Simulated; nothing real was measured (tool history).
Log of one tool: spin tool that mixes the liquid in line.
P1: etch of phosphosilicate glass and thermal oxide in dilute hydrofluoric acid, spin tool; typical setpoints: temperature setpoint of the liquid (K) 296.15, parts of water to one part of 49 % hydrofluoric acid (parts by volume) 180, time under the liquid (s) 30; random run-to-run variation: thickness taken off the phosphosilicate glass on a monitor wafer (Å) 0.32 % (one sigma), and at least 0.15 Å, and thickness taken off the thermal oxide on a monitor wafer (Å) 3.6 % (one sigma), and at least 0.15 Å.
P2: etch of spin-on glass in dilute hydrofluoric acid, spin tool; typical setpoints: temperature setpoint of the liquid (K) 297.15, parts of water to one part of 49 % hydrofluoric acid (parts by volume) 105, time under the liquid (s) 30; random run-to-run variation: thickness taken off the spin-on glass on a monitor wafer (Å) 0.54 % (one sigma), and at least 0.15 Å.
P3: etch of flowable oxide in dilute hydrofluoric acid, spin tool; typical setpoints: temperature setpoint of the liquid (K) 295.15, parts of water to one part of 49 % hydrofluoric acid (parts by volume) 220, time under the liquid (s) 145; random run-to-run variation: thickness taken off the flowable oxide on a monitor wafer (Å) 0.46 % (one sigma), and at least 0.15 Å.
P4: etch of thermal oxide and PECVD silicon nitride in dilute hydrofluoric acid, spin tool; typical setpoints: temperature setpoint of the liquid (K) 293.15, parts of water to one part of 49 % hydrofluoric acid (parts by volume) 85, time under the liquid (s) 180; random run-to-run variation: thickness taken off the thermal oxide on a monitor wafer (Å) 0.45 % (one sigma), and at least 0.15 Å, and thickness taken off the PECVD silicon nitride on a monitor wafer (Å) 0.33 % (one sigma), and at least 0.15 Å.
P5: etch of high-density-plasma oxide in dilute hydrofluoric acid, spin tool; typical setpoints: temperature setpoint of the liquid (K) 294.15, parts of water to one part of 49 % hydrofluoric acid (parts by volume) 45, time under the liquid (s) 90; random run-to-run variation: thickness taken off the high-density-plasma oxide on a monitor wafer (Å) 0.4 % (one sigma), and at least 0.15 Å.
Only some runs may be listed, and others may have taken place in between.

run	day	process that ran	temperature setpoint of the liquid (K)	parts of water to one part of 49 % hydrofluoric acid (parts by volume)	time under the liquid (s)	hours since the thermometer was replaced	hours since the hydrofluoric acid flow meter was replaced	thickness taken off the phosphosilicate glass on a monitor wafer (Å)	thickness taken off the thermal oxide on a monitor wafer (Å)	thickness taken off the spin-on glass on a monitor wafer (Å)	thickness taken off the flowable oxide on a monitor wafer (Å)	thickness taken off the PECVD silicon nitride on a monitor wafer (Å)	thickness taken off the high-density-plasma oxide on a monitor wafer (Å)
1	0.175	P1	296.15	180	30	831.8	437.4	182.950	7.2514				
2	0.279	P1	296.15	180	55	834.3	439.9	334.990	12.2620				
3	0.517	P2	297.15	105	55	840.0	445.6			192.520			
4	0.654	P3	295.15	220	145	843.3	448.9				210.78		
5	0.858	P1	290.15	180	30	848.2	453.8	144.240	5.6528				
6	1.033	P3	295.15	220	145	852.4	458.0				210.17		
7	1.254	P1	296.15	180	30	857.7	463.3	182.170	6.6993				
8	1.375	P4	293.15	85	275	860.6	466.2		136.8500			101.200	
9	1.567	P1	296.15	180	30	865.2	470.8	182.330	7.1988				
10	1.696	P2	290.15	105	30	868.3	473.9			79.228			
11	1.900	P2	297.15	105	30	873.2	478.8			105.860			
12	2.125	P1	296.15	180	30	878.6	484.2	182.510	6.3417				
13	2.354	P2	297.15	165	30	884.1	489.7			62.436			
# day 2.383: hydrofluoric acid flow meter replaced
14	2.542	P1	296.15	180	30	888.6	3.9	181.670	7.7081				
15	2.758	P1	299.65	180	30	893.8	9.1	207.360	7.8709				
16	2.904	P5	294.15	45	90	897.3	12.6						155.470
17	3.054	P1	300.15	80	30	900.9	16.2	539.670	21.6380				
18	3.275	P1	296.15	295	30	906.2	21.5	99.118	3.7632				
19	3.471	P5	294.15	45	15	910.9	26.2						25.805
20	3.650	P3	290.15	220	145	915.2	30.5				171.02		
21	3.762	P1	296.15	100	30	917.9	33.2	359.190	13.8280				
22	3.962	P5	294.15	70	90	922.7	38.0						97.003
# day 4.092: thermometer replaced
23	4.142	P5	299.15	45	90	1.2	42.3						191.900
24	4.312	P1	296.15	180	30	5.3	46.4	182.140	6.7315				
25	4.529	P4	296.65	85	180	10.5	51.6		104.0300			84.095	
26	4.754	P3	295.15	220	265	15.9	57.0				383.86		
27	4.967	P1	296.15	180	15	21.0	62.1	90.868	3.9145				
28	5.096	P4	293.15	85	180	24.1	65.2		89.7510			65.976	
29	5.338	P1	296.15	180	30	29.9	71.0	182.880	7.5399				
30	5.571	P5	294.15	45	90	35.5	76.6						155.330
31	5.754	P4	293.15	145	180	39.9	81.0		49.2150			39.248	
32	5.900	P3	295.15	350	145	43.4	84.5				117.21		
33	6.112	P1	296.15	180	30	48.5	89.6	182.900	7.3184				
34	6.321	P1	296.15	180	30	53.5	94.6	176.120	6.8315				
35	6.529	P1	296.15	180	30	58.5	99.6	173.780	6.8511				
36	6.688	P1	296.15	180	30	62.3	103.4	172.760	6.7126				
37	6.896	P1	296.15	180	30	67.3	108.4	172.440	7.2713				
38	7.096	P1	296.15	180	30	72.1	113.2	171.130	7.1928				
39	7.279	P1	296.15	180	30	76.5	117.6	170.010	6.6096				
40	7.400	P1	296.15	180	30	79.4	120.5	170.850	6.4209				

P1 no longer gives what it gave before; its output has crept away from where it was. The following 2 causes, each at its listed size, fit the log equally well:
A: liquid colder than its thermometer reads (K) = 1.7
B: hydrofluoric acid flow below the setpoint (%) = 5.27
The drift started at roughly day 6.112.

Of the 4 check runs listed below, each run on one wafer and each result written as a question mark, which would let you distinguish the listed causes because they would give clearly different results?
check 1	7.521	P2	290.15	105	50					?			
check 2	7.521	P5	298.15	45	15								?
check 3	7.521	P4	293.15	125	255				?			?	
check 4	7.521	P3	290.15	335	145						?		

Expected result of each check under each candidate cause:
check	result	if A	if B
check 1	thickness taken off the spin-on glass on a monitor wafer (Å)	122.550	124.020
check 2	thickness taken off the high-density-plasma oxide on a monitor wafer (Å)	28.660	29.026
check 3	thickness taken off the thermal oxide on a monitor wafer (Å)	77.1510	77.7490
check 3	thickness taken off the PECVD silicon nitride on a monitor wafer (Å)	57.273	60.978
check 4	thickness taken off the flowable oxide on a monitor wafer (Å)	96.552	96.050
Minimum pairwise separation of causes per check, each pair taken at its best-separating result: check 1 1.19 %; check 2 1.27 %; check 3 6.27 %; check 4 0.52 %
Check 3 is the one run that separates the causes; every other check would come out nearly the same whichever cause is at work.

Here is what check 3 returned: thickness taken off the thermal oxide on a monitor wafer (Å) 77.5250; thickness taken off the PECVD silicon nitride on a monitor wafer (Å) 57.538. Which cause is it?

Of the candidate causes, it is A: liquid colder than its thermometer reads (K).

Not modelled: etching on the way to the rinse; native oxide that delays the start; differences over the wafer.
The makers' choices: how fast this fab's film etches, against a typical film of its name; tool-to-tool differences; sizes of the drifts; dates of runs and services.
